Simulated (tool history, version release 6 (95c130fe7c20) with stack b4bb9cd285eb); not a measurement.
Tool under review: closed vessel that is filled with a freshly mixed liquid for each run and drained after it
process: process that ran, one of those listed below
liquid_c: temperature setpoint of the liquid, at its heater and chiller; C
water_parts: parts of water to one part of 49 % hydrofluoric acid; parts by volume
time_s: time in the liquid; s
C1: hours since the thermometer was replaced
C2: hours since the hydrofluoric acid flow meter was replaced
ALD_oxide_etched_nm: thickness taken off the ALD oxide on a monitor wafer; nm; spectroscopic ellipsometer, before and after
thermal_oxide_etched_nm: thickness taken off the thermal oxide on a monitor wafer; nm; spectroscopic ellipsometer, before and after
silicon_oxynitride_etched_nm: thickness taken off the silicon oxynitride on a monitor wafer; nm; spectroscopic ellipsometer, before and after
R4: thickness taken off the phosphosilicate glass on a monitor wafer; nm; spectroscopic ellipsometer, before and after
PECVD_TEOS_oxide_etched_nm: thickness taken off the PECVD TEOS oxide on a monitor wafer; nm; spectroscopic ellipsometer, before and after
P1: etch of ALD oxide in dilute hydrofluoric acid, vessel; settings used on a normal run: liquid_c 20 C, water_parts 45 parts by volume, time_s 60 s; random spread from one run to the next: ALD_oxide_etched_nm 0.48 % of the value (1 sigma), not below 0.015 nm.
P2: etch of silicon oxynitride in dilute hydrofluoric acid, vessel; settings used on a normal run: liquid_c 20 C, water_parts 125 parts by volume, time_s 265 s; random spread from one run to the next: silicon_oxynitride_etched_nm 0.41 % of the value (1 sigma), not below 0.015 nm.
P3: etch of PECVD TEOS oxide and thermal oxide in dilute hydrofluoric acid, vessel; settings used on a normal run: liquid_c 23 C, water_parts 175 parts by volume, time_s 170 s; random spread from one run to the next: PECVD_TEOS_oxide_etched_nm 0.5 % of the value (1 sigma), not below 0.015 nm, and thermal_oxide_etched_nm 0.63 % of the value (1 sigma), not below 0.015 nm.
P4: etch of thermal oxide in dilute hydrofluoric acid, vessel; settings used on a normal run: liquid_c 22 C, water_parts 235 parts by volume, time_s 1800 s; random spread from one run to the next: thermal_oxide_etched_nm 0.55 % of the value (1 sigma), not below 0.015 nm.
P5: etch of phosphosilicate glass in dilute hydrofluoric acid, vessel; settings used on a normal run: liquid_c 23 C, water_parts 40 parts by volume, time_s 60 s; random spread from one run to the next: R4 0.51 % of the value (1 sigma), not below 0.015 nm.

{"run": 1, "day": 0.454, "process": "P1", "liquid_c": 20, "water_parts": 45, "time_s": 60, "C1": 209.8, "C2": 245.3, "ALD_oxide_etched_nm": 34.731}
{"run": 2, "day": 1.117, "process": "P4", "liquid_c": 22, "water_parts": 235, "time_s": 1800, "C1": 225.7, "C2": 261.2, "thermal_oxide_etched_nm": 28.309}
{"run": 3, "day": 1.604, "process": "P2", "liquid_c": 20, "water_parts": 125, "time_s": 265, "C1": 237.4, "C2": 272.9, "silicon_oxynitride_etched_nm": 5.8158}
{"run": 4, "day": 2.238, "process": "P5", "liquid_c": 19, "water_parts": 40, "time_s": 60, "C1": 252.6, "C2": 288.1, "R4": 78.847}
{"run": 5, "day": 2.683, "process": "P2", "liquid_c": 20, "water_parts": 125, "time_s": 265, "C1": 263.3, "C2": 298.8, "silicon_oxynitride_etched_nm": 5.7741}
{"run": 6, "day": 3.125, "process": "P1", "liquid_c": 17, "water_parts": 20, "time_s": 60, "C1": 273.9, "C2": 309.4, "ALD_oxide_etched_nm": 70.94}
{"run": 7, "day": 3.804, "process": "P1", "liquid_c": 20, "water_parts": 60, "time_s": 60, "C1": 290.2, "C2": 325.7, "ALD_oxide_etched_nm": 25.771}
{"run": 8, "day": 4.542, "process": "P5", "liquid_c": 23, "water_parts": 60, "time_s": 60, "C1": 307.9, "C2": 343.4, "R4": 60.957}
{"run": 9, "day": 4.975, "process": "P3", "liquid_c": 23, "water_parts": 175, "time_s": 170, "C1": 318.3, "C2": 353.8, "thermal_oxide_etched_nm": 3.8278, "PECVD_TEOS_oxide_etched_nm": 13.642}
{"run": 10, "day": 5.638, "process": "P5", "liquid_c": 23, "water_parts": 40, "time_s": 90, "C1": 334.2, "C2": 369.7, "R4": 142.42}
{"run": 11, "day": 6.254, "process": "P1", "liquid_c": 20, "water_parts": 20, "time_s": 60, "C1": 349, "C2": 384.5, "ALD_oxide_etched_nm": 81.081}
{"run": 12, "day": 6.892, "process": "P2", "liquid_c": 20, "water_parts": 220, "time_s": 265, "C1": 364.3, "C2": 399.8, "silicon_oxynitride_etched_nm": 3.0946}
{"run": 13, "day": 7.254, "process": "P3", "liquid_c": 23, "water_parts": 175, "time_s": 250, "C1": 373, "C2": 408.5, "thermal_oxide_etched_nm": 5.6215, "PECVD_TEOS_oxide_etched_nm": 20.08}
{"run": 14, "day": 7.833, "process": "P1", "liquid_c": 26.5, "water_parts": 45, "time_s": 60, "C1": 386.9, "C2": 422.4, "ALD_oxide_etched_nm": 45.789}
{"run": 15, "day": 8.462, "process": "P5", "liquid_c": 23, "water_parts": 40, "time_s": 60, "C1": 402, "C2": 437.5, "R4": 93.38}
{"run": 16, "day": 8.838, "process": "P2", "liquid_c": 20, "water_parts": 125, "time_s": 425, "C1": 411, "C2": 446.5, "silicon_oxynitride_etched_nm": 9.3081}
{"run": 17, "day": 9.396, "process": "P1", "liquid_c": 20, "water_parts": 45, "time_s": 60, "C1": 424.4, "C2": 459.9, "ALD_oxide_etched_nm": 34.713}
{"run": 18, "day": 10.029, "process": "P1", "liquid_c": 17, "water_parts": 45, "time_s": 60, "C1": 439.6, "C2": 475.1, "ALD_oxide_etched_nm": 30.554}
{"run": 19, "day": 10.425, "process": "P4", "liquid_c": 30, "water_parts": 235, "time_s": 1800, "C1": 449.1, "C2": 484.6, "thermal_oxide_etched_nm": 37.241}
{"run": 20, "day": 11.104, "process": "P3", "liquid_c": 17, "water_parts": 175, "time_s": 170, "C1": 465.4, "C2": 500.9, "thermal_oxide_etched_nm": 3.0282, "PECVD_TEOS_oxide_etched_nm": 10.81}
{"run": 21, "day": 11.604, "process": "P3", "liquid_c": 23, "water_parts": 30, "time_s": 170, "C1": 477.4, "C2": 512.9, "thermal_oxide_etched_nm": 26.46, "PECVD_TEOS_oxide_etched_nm": 94.699}
{"run": 22, "day": 12.225, "process": "P1", "liquid_c": 20, "water_parts": 45, "time_s": 60, "C1": 492.3, "C2": 527.8, "ALD_oxide_etched_nm": 34.513}
{"run": 23, "day": 12.871, "process": "P4", "liquid_c": 22, "water_parts": 400, "time_s": 1800, "C1": 507.8, "C2": 543.3, "thermal_oxide_etched_nm": 14.455}
{"run": 24, "day": 13.479, "process": "P1", "liquid_c": 20, "water_parts": 45, "time_s": 30, "C1": 522.4, "C2": 557.9, "ALD_oxide_etched_nm": 17.388}
{"run": 25, "day": 13.892, "process": "P1", "liquid_c": 17, "water_parts": 45, "time_s": 110, "C1": 532.3, "C2": 567.8, "ALD_oxide_etched_nm": 55.514}
{"run": 26, "day": 14.425, "process": "P1", "liquid_c": 20, "water_parts": 45, "time_s": 115, "C1": 545.1, "C2": 580.6, "ALD_oxide_etched_nm": 66.955}
{"run": 27, "day": 14.762, "process": "P4", "liquid_c": 22, "water_parts": 235, "time_s": 465, "C1": 553.2, "C2": 588.7, "thermal_oxide_etched_nm": 7.2859}
{"run": 28, "day": 15.254, "process": "P1", "liquid_c": 20, "water_parts": 45, "time_s": 60, "C1": 565, "C2": 600.5, "ALD_oxide_etched_nm": 34.516}
{"run": 29, "day": 15.946, "process": "P2", "liquid_c": 24, "water_parts": 125, "time_s": 265, "C1": 581.6, "C2": 617.1, "silicon_oxynitride_etched_nm": 6.9857}
{"run": 30, "day": 16.375, "process": "P1", "liquid_c": 20, "water_parts": 45, "time_s": 60, "C1": 591.9, "C2": 627.4, "ALD_oxide_etched_nm": 34.875}
{"run": 31, "day": 17.062, "process": "P1", "liquid_c": 20, "water_parts": 45, "time_s": 60, "C1": 608.4, "C2": 643.9, "ALD_oxide_etched_nm": 36.255}
{"run": 32, "day": 17.579, "process": "P1", "liquid_c": 20, "water_parts": 45, "time_s": 60, "C1": 620.8, "C2": 656.3, "ALD_oxide_etched_nm": 36.781}
{"run": 33, "day": 18.262, "process": "P1", "liquid_c": 20, "water_parts": 45, "time_s": 60, "C1": 637.2, "C2": 672.7, "ALD_oxide_etched_nm": 37.34}
{"run": 34, "day": 18.988, "process": "P1", "liquid_c": 20, "water_parts": 45, "time_s": 60, "C1": 654.6, "C2": 690.1, "ALD_oxide_etched_nm": 37.687}
{"run": 35, "day": 19.562, "process": "P1", "liquid_c": 20, "water_parts": 45, "time_s": 60, "C1": 668.4, "C2": 703.9, "ALD_oxide_etched_nm": 37.719}
{"run": 36, "day": 20.058, "process": "P1", "liquid_c": 20, "water_parts": 45, "time_s": 60, "C1": 680.3, "C2": 715.8, "ALD_oxide_etched_nm": 38.285}
{"run": 37, "day": 20.583, "process": "P1", "liquid_c": 20, "water_parts": 45, "time_s": 60, "C1": 692.9, "C2": 728.4, "ALD_oxide_etched_nm": 37.917}
{"run": 38, "day": 20.958, "process": "P1", "liquid_c": 20, "water_parts": 45, "time_s": 60, "C1": 701.9, "C2": 737.4, "ALD_oxide_etched_nm": 38.248}

P1 no longer gives what it gave before; its output has crept away from where it was. The following 2 causes, each at its listed size, fit the log equally well:
A: liquid hotter than its thermometer reads (K) = 2.04
B: hydrofluoric acid flow above the setpoint (%) = 8.53
The onset of the drift is placed at about day 16.375.

You are offered 4 check runs, listed below with question marks in place of their results; each one averages 2 wafers. Which run separates the listed causes by giving clearly different results for each?
{"run": "check 1", "day": 21.333, "process": "P4", "liquid_c": 29, "water_parts": 235, "time_s": 1800, "thermal_oxide_etched_nm": "?"}
{"run": "check 2", "day": 21.333, "process": "P2", "liquid_c": 20, "water_parts": 185, "time_s": 405, "silicon_oxynitride_etched_nm": "?"}
{"run": "check 3", "day": 21.333, "process": "P5", "liquid_c": 23, "water_parts": 55, "time_s": 60, "R4": "?"}
{"run": "check 4", "day": 21.333, "process": "P3", "liquid_c": 18, "water_parts": 45, "time_s": 170, "thermal_oxide_etched_nm": "?", "PECVD_TEOS_oxide_etched_nm": "?"}

What each check would give under each cause:
check=check_1 result=thermal_oxide_etched_nm if_A=38.881 if_B=40.253
check=check_2 result=silicon_oxynitride_etched_nm if_A=6.3263 if_B=6.3078
check=check_3 result=R4 if_A=72.675 if_B=72.949
check=check_4 result=thermal_oxide_etched_nm if_A=15.368 if_B=15.343
check=check_4 result=PECVD_TEOS_oxide_etched_nm if_A=54.699 if_B=54.611
How far apart the two closest causes lie, in the result that separates them most: check 1 3.47 %; check 2 0.29 %; check 3 0.38 %; check 4 0.16 %
Of the check runs offered, only check 1 discriminates between the causes; the rest would read about the same regardless of which cause applies.

Check 1 has now been run. It gave: thermal_oxide_etched_nm 40.522 nm. Which of the candidate causes is it?

The cause is B: hydrofluoric acid flow above the setpoint (%).
